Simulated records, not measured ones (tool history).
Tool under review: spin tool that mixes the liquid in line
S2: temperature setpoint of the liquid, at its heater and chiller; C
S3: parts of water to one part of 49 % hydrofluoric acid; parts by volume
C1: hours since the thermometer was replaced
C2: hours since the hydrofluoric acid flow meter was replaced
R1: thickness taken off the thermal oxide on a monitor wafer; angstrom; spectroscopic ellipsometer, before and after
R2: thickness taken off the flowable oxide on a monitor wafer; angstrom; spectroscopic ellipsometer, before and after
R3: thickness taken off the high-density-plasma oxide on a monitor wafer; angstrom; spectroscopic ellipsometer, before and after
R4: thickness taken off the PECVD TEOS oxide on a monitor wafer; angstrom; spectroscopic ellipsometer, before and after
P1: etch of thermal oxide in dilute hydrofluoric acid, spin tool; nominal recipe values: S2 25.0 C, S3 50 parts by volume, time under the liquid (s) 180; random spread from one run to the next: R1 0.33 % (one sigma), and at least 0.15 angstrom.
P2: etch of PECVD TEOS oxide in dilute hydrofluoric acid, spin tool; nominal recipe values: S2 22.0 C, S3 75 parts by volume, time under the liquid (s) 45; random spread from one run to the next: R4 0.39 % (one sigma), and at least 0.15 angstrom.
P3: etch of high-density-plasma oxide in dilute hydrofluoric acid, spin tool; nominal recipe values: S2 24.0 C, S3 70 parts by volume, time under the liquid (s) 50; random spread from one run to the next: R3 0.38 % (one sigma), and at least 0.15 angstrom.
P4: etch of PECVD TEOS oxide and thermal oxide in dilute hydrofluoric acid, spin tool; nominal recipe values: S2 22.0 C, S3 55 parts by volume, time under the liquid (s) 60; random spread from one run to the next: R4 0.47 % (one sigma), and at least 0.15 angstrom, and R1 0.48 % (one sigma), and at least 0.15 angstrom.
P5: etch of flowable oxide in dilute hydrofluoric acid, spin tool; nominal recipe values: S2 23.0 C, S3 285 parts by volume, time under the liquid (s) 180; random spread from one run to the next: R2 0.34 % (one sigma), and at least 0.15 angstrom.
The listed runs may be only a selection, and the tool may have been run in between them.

Run 1, day 0.138: process that ran P1, S2 25.0 C, S3 50 parts by volume, time under the liquid (s) 180; C1 1391.8; C2 634.9. Result: R1 190.860 angstrom.
Run 2, day 0.392: process that ran P1, S2 25.0 C, S3 50 parts by volume, time under the liquid (s) 180; C1 1397.9; C2 641.0. Result: R1 191.260 angstrom.
Run 3, day 0.638: process that ran P5, S2 23.0 C, S3 285 parts by volume, time under the liquid (s) 300; C1 1403.8; C2 646.9. Result: R2 235.01 angstrom.
Run 4, day 0.775: process that ran P1, S2 25.0 C, S3 50 parts by volume, time under the liquid (s) 180; C1 1407.1; C2 650.2. Result: R1 191.740 angstrom.
Run 5, day 0.917: process that ran P3, S2 24.0 C, S3 70 parts by volume, time under the liquid (s) 25; C1 1410.5; C2 653.6. Result: R3 28.716 angstrom.
Run 6, day 1.083: process that ran P4, S2 22.0 C, S3 55 parts by volume, time under the liquid (s) 60; C1 1414.5; C2 657.6. Result: R1 51.374 angstrom, R4 136.720 angstrom.
Run 7, day 1.279: process that ran P3, S2 24.0 C, S3 20 parts by volume, time under the liquid (s) 50; C1 1419.2; C2 662.3. Result: R3 215.800 angstrom.
Run 8, day 1.425: process that ran P3, S2 24.0 C, S3 70 parts by volume, time under the liquid (s) 50; C1 1422.7; C2 665.8. Result: R3 57.238 angstrom.
Run 9, day 1.675: process that ran P1, S2 18.5 C, S3 85 parts by volume, time under the liquid (s) 180; C1 1428.7; C2 671.8. Result: R1 82.034 angstrom.
Run 10, day 1.904: process that ran P2, S2 22.0 C, S3 105 parts by volume, time under the liquid (s) 45; C1 1434.2; C2 677.3. Result: R4 50.056 angstrom.
Run 11, day 2.058: process that ran P1, S2 17.5 C, S3 90 parts by volume, time under the liquid (s) 180; C1 1437.9; C2 681.0. Result: R1 74.505 angstrom.
Run 12, day 2.212: process that ran P2, S2 22.0 C, S3 75 parts by volume, time under the liquid (s) 45; C1 1441.6; C2 684.7. Result: R4 72.722 angstrom.
Run 13, day 2.425: process that ran P4, S2 22.0 C, S3 100 parts by volume, time under the liquid (s) 60; C1 1446.7; C2 689.8. Result: R1 27.188 angstrom, R4 70.560 angstrom.
Run 14, day 2.583: process that ran P2, S2 17.0 C, S3 75 parts by volume, time under the liquid (s) 45; C1 1450.5; C2 693.6. Result: R4 59.105 angstrom.
Run 15, day 2.792: process that ran P1, S2 20.5 C, S3 50 parts by volume, time under the liquid (s) 180; C1 1455.5; C2 698.6. Result: R1 157.900 angstrom.
Run 16, day 2.992: process that ran P5, S2 23.0 C, S3 285 parts by volume, time under the liquid (s) 180; C1 1460.3; C2 703.4. Result: R2 141.69 angstrom.
Run 17, day 3.204: process that ran P1, S2 29.0 C, S3 50 parts by volume, time under the liquid (s) 180; C1 1465.4; C2 708.5. Result: R1 223.550 angstrom.
At day 3.267: thermometer replaced.
Run 18, day 3.429: process that ran P1, S2 25.0 C, S3 50 parts by volume, time under the liquid (s) 95; C1 4.0; C2 713.9. Result: R1 101.460 angstrom.
Run 19, day 3.675: process that ran P4, S2 22.0 C, S3 55 parts by volume, time under the liquid (s) 60; C1 9.9; C2 719.8. Result: R1 51.480 angstrom, R4 136.620 angstrom.
Run 20, day 3.792: process that ran P1, S2 25.0 C, S3 20 parts by volume, time under the liquid (s) 180; C1 12.7; C2 722.6. Result: R1 496.810 angstrom.
Run 21, day 3.908: process that ran P1, S2 25.0 C, S3 50 parts by volume, time under the liquid (s) 305; C1 15.5; C2 725.4. Result: R1 323.750 angstrom.
Run 22, day 4.083: process that ran P1, S2 25.0 C, S3 50 parts by volume, time under the liquid (s) 180; C1 19.7; C2 729.6. Result: R1 190.660 angstrom.
Run 23, day 4.317: process that ran P2, S2 22.0 C, S3 75 parts by volume, time under the liquid (s) 85; C1 25.3; C2 735.2. Result: R4 137.380 angstrom.
Run 24, day 4.504: process that ran P4, S2 22.0 C, S3 55 parts by volume, time under the liquid (s) 90; C1 29.8; C2 739.7. Result: R1 77.863 angstrom, R4 201.940 angstrom.
Run 25, day 4.679: process that ran P5, S2 17.0 C, S3 285 parts by volume, time under the liquid (s) 180; C1 34.0; C2 743.9. Result: R2 112.43 angstrom.
Run 26, day 4.900: process that ran P1, S2 25.0 C, S3 50 parts by volume, time under the liquid (s) 180; C1 39.3; C2 749.2. Result: R1 191.100 angstrom.

Forecast run 27:
Run 27, day 5.104: process that ran P3, S2 32.0 C, S3 70 parts by volume, time under the liquid (s) 50; C1 44.2; C2 754.1. Result: R3 ?.

Run 27 came out at R3 77.764 angstrom.
